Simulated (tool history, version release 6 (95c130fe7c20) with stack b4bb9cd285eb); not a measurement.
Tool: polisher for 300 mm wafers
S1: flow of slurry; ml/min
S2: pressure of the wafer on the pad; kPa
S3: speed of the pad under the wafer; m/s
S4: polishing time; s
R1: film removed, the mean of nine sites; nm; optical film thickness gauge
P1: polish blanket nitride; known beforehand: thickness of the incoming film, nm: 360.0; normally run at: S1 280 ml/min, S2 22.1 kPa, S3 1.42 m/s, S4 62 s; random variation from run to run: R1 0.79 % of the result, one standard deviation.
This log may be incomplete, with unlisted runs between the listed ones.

run,hour,S1,S2,S3,S4,R1
1,4.9,280,22.1,1.42,62,126.09
2,7.1,170,22.1,1.42,62,119.69
3,10.1,280,31.7,0.9,62,124.65
4,14,280,22.1,1.42,97,199.91
5,18,280,22.1,1.42,62,127.89
6,21.5,280,22.1,1.42,62,126.66
7,26.2,280,31.7,1.42,62,182.35
8,28.6,280,10.3,1.42,62,58.542
9,33.4,380,11,1.42,62,64.877
10,36.7,280,22.1,1.42,62,124.89
11,38.9,395,22.1,1.42,62,129.28
12,41.8,280,22.1,1.42,28,56.374
13,45.8,280,22.1,1.42,62,126.56
14,49.7,280,22.1,0.9,62,87.899
15,52,280,22.1,2.24,62,180.42
16,55.5,280,22.1,1.42,62,126.68
17,59.1,280,22.1,1.42,62,126.34
18,63.8,280,22.1,1.42,62,124.1
19,66.7,280,22.1,1.42,62,122.24
20,69.6,280,22.1,1.42,62,122.55
21,72,280,22.1,1.42,62,122.13
# hour 75.4: worn pad replaced by a new one
22,75.6,280,22.1,1.42,62,123.18
23,78.8,280,22.1,1.42,62,121.24
24,81.3,280,22.1,1.42,62,120.84
25,83.9,280,22.1,1.42,62,120.86
26,88.6,280,22.1,1.42,62,120.55
27,91.1,280,22.1,1.42,62,120.69

The output of P1 has drifted from where it used to be. Each of the 2 causes below, taken at the size shown beside it, accounts for the log equally well:
A: slurry flow missing at the pad, % = 30.8
B: head's pressure below its setpoint, % = 4.13
At approximately hour 59.1, the process output began to creep.
Excluded causes, each with its reason:
removal rate lost through wear of the pad, %: work on it at hour 75.4, done after the drift set in, did not restore what the process gave before

Which of the 4 check runs listed below, each an average over 5 wafers with its results shown as question marks, gives clearly different results under the different listed causes?
check 1,93.6,280,11.7,1.42,87,?
check 2,93.6,280,22.1,2.06,31,?
check 3,93.6,280,10.3,1.42,50,?
check 4,93.6,170,22.1,2,62,?

If the cause were each of the candidates in turn, the checks would give the following:
check,result,if A,if B
check 1,R1,90.014,90.025
check 2,R1,81.305,81.315
check 3,R1,45.646,45.652
check 4,R1,145.68,149.39
Distance between the nearest two causes, measured in the result of the check that separates them most: check 1 0.01 %; check 2 0.01 %; check 3 0.01 %; check 4 2.52 %
Check 4 distinguishes between the causes, while the remaining checks would return nearly the same result for all of them.

Check 4 was carried out, with these results: R1 149.8 nm. Which of the listed causes is responsible?

It was cause B: head's pressure below its setpoint, %.
